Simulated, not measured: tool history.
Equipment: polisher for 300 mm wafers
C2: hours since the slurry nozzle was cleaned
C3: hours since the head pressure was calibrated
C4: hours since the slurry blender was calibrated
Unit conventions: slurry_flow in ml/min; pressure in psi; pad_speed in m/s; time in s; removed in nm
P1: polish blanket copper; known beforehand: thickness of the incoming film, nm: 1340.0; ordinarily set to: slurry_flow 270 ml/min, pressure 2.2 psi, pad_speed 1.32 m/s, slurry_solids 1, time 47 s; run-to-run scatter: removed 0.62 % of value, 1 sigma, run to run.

Run 1, day 0.162: slurry_flow 270 ml/min, pressure 2.2 psi, pad_speed 1.32 m/s, slurry_solids 1, time 47 s; wafers polished on this pad 368; C2 299.8; C3 516.6; C4 166.7. Result: removed 160.75 nm.
At day 0.404: slurry blender recalibrated.
Run 2, day 0.412: slurry_flow 270 ml/min, pressure 2.2 psi, pad_speed 1.32 m/s, slurry_solids 1, time 47 s; wafers polished on this pad 461; C2 305.8; C3 522.6; C4 0.3. Result: removed 162.04 nm.
Run 3, day 0.625: slurry_flow 270 ml/min, pressure 2.2 psi, pad_speed 1.32 m/s, slurry_solids 1, time 65 s; wafers polished on this pad 541; C2 310.9; C3 527.7; C4 5.4. Result: removed 222.81 nm.
Run 4, day 0.896: slurry_flow 270 ml/min, pressure 2.2 psi, pad_speed 1.96 m/s, slurry_solids 1, time 47 s; wafers polished on this pad 642; C2 317.4; C3 534.2; C4 11.9. Result: removed 237.29 nm.
Run 5, day 1.042: slurry_flow 345 ml/min, pressure 2.2 psi, pad_speed 1.32 m/s, slurry_solids 1, time 47 s; wafers polished on this pad 697; C2 320.9; C3 537.7; C4 15.4. Result: removed 164.61 nm.
Run 6, day 1.292: slurry_flow 270 ml/min, pressure 2.2 psi, pad_speed 1.32 m/s, slurry_solids 1, time 22 s; wafers polished on this pad 790; C2 326.9; C3 543.7; C4 21.4. Result: removed 75.081 nm.
Run 7, day 1.442: slurry_flow 270 ml/min, pressure 1.2 psi, pad_speed 1.32 m/s, slurry_solids 1, time 47 s; wafers polished on this pad 847; C2 330.5; C3 547.3; C4 25. Result: removed 88.029 nm.
Run 8, day 1.738: slurry_flow 270 ml/min, pressure 2.2 psi, pad_speed 1.32 m/s, slurry_solids 1, time 47 s; wafers polished on this pad 957; C2 337.6; C3 554.4; C4 32.1. Result: removed 160 nm.
Run 9, day 2.046: slurry_flow 270 ml/min, pressure 3.5 psi, pad_speed 1.32 m/s, slurry_solids 1, time 47 s; wafers polished on this pad 1073; C2 345; C3 561.8; C4 39.5. Result: removed 255.22 nm.
Run 10, day 2.204: slurry_flow 270 ml/min, pressure 2.2 psi, pad_speed 0.72 m/s, slurry_solids 1, time 34 s; wafers polished on this pad 1132; C2 348.8; C3 565.6; C4 43.3. Result: removed 64.095 nm.
Run 11, day 2.342: slurry_flow 270 ml/min, pressure 2.2 psi, pad_speed 0.6 m/s, slurry_solids 1, time 47 s; wafers polished on this pad 1184; C2 352.1; C3 568.9; C4 46.6. Result: removed 73.906 nm.
Run 12, day 2.492: slurry_flow 270 ml/min, pressure 2.2 psi, pad_speed 1.32 m/s, slurry_solids 0.7, time 47 s; wafers polished on this pad 1240; C2 355.7; C3 572.5; C4 50.2. Result: removed 149.52 nm.
Run 13, day 2.667: slurry_flow 195 ml/min, pressure 2.2 psi, pad_speed 0.62 m/s, slurry_solids 1, time 47 s; wafers polished on this pad 1305; C2 359.9; C3 576.7; C4 54.4. Result: removed 72.976 nm.
At day 2.854: slurry nozzle cleaned.
Run 14, day 2.921: slurry_flow 160 ml/min, pressure 2.2 psi, pad_speed 1.32 m/s, slurry_solids 1, time 47 s; wafers polished on this pad 1400; C2 1.7; C3 582.8; C4 60.5. Result: removed 150.84 nm.
At day 2.933: head pressure recalibrated.
Run 15, day 3.096: slurry_flow 270 ml/min, pressure 2.2 psi, pad_speed 1.32 m/s, slurry_solids 1, time 47 s; wafers polished on this pad 1466; C2 5.9; C3 4; C4 64.7. Result: removed 161.64 nm.
Run 16, day 3.383: slurry_flow 270 ml/min, pressure 3.4 psi, pad_speed 1.32 m/s, slurry_solids 0.65, time 47 s; wafers polished on this pad 1573; C2 12.8; C3 10.9; C4 71.6. Result: removed 227.05 nm.
Run 17, day 3.517: slurry_flow 270 ml/min, pressure 2.2 psi, pad_speed 1.32 m/s, slurry_solids 1.25, time 47 s; wafers polished on this pad 1623; C2 16; C3 14.1; C4 74.8. Result: removed 168.02 nm.
Run 18, day 3.7: slurry_flow 270 ml/min, pressure 2.2 psi, pad_speed 1.32 m/s, slurry_solids 1, time 47 s; wafers polished on this pad 1692; C2 20.4; C3 18.5; C4 79.2. Result: removed 160.69 nm.
Run 19, day 3.888: slurry_flow 270 ml/min, pressure 2.2 psi, pad_speed 1.32 m/s, slurry_solids 1, time 47 s; wafers polished on this pad 1762; C2 24.9; C3 23; C4 83.7. Result: removed 157.48 nm.
Run 20, day 4.175: slurry_flow 270 ml/min, pressure 2.2 psi, pad_speed 1.32 m/s, slurry_solids 1, time 47 s; wafers polished on this pad 1870; C2 31.8; C3 29.9; C4 90.6. Result: removed 155.8 nm.
Run 21, day 4.383: slurry_flow 270 ml/min, pressure 2.2 psi, pad_speed 1.32 m/s, slurry_solids 1, time 47 s; wafers polished on this pad 1948; C2 36.8; C3 34.9; C4 95.6. Result: removed 154.53 nm.
At day 4.562: slurry blender recalibrated.
Run 22, day 4.65: slurry_flow 270 ml/min, pressure 2.2 psi, pad_speed 1.32 m/s, slurry_solids 1, time 47 s; wafers polished on this pad 2048; C2 43.2; C3 41.3; C4 2.2. Result: removed 153.9 nm.
Run 23, day 4.8: slurry_flow 270 ml/min, pressure 2.2 psi, pad_speed 1.32 m/s, slurry_solids 1, time 47 s; wafers polished on this pad 2104; C2 46.8; C3 44.9; C4 5.8. Result: removed 151.67 nm.
Run 24, day 4.933: slurry_flow 270 ml/min, pressure 2.2 psi, pad_speed 1.32 m/s, slurry_solids 1, time 47 s; wafers polished on this pad 2154; C2 50; C3 48.1; C4 9. Result: removed 152.46 nm.
At day 5.138: head pressure recalibrated.
Run 25, day 5.192: slurry_flow 270 ml/min, pressure 2.2 psi, pad_speed 1.32 m/s, slurry_solids 1, time 47 s; wafers polished on this pad 2250; C2 56.2; C3 1.4; C4 15.2. Result: removed 154.01 nm.
Run 26, day 5.488: slurry_flow 270 ml/min, pressure 2.2 psi, pad_speed 1.32 m/s, slurry_solids 1, time 47 s; wafers polished on this pad 2361; C2 63.3; C3 8.5; C4 22.3. Result: removed 152.94 nm.
Run 27, day 5.75: slurry_flow 270 ml/min, pressure 2.2 psi, pad_speed 1.32 m/s, slurry_solids 1, time 47 s; wafers polished on this pad 2459; C2 69.6; C3 14.8; C4 28.6. Result: removed 152.9 nm.
Run 28, day 5.979: slurry_flow 270 ml/min, pressure 2.2 psi, pad_speed 1.32 m/s, slurry_solids 1, time 47 s; wafers polished on this pad 2545; C2 75.1; C3 20.3; C4 34.1. Result: removed 151.78 nm.

What P1 gives has crept away from where it was. These 2 causes fit the log equally well, each at the size given:
A: removal rate lost through wear of the pad, % = 5.84
B: slurry flow missing at the pad, % = 38.2
Creep in the process output first set in at about day 3.7.
Every other cause this tool's parts could produce, and why it does not fit the log:
head's pressure below its setpoint, %: was serviced at day 5.138, once the creep was under way, yet the earlier output never came back
abrasive missing from the slurry, %: was serviced at day 4.562, once the creep was under way, yet the earlier output never came back

Each of the check runs listed below is run on 2 wafers and reports their average, with the results left as question marks. Pick the one under which the possible causes would lead to clearly different results.
Run check 1, day 6.208: slurry_flow 270 ml/min, pressure 1.6 psi, pad_speed 1.32 m/s, slurry_solids 1, time 25 s. Result: removed ?.
Run check 2, day 6.208: slurry_flow 270 ml/min, pressure 2.2 psi, pad_speed 1.74 m/s, slurry_solids 1, time 47 s. Result: removed ?.
Run check 3, day 6.208: slurry_flow 270 ml/min, pressure 2.2 psi, pad_speed 0.6 m/s, slurry_solids 1, time 62 s. Result: removed ?.
Run check 4, day 6.208: slurry_flow 160 ml/min, pressure 2.2 psi, pad_speed 0.84 m/s, slurry_solids 1, time 47 s. Result: removed ?.

Check results expected under each cause:
  check   result    if A    if B
check 1  removed  58.772  58.773
check 2  removed  200.26  200.27
check 3  removed  91.096  91.098
check 4  removed  90.432  87.107
Per-check spread between the two closest causes, in the result where they differ most: check 1 0 %; check 2 0 %; check 3 0 %; check 4 3.75 %
Check 4 distinguishes between the causes, while the remaining checks would return nearly the same result for all of them.

With check 4 done, the readings were: removed 90.527 nm. Identify which of the listed causes applies.

The cause is A: removal rate lost through wear of the pad, %.

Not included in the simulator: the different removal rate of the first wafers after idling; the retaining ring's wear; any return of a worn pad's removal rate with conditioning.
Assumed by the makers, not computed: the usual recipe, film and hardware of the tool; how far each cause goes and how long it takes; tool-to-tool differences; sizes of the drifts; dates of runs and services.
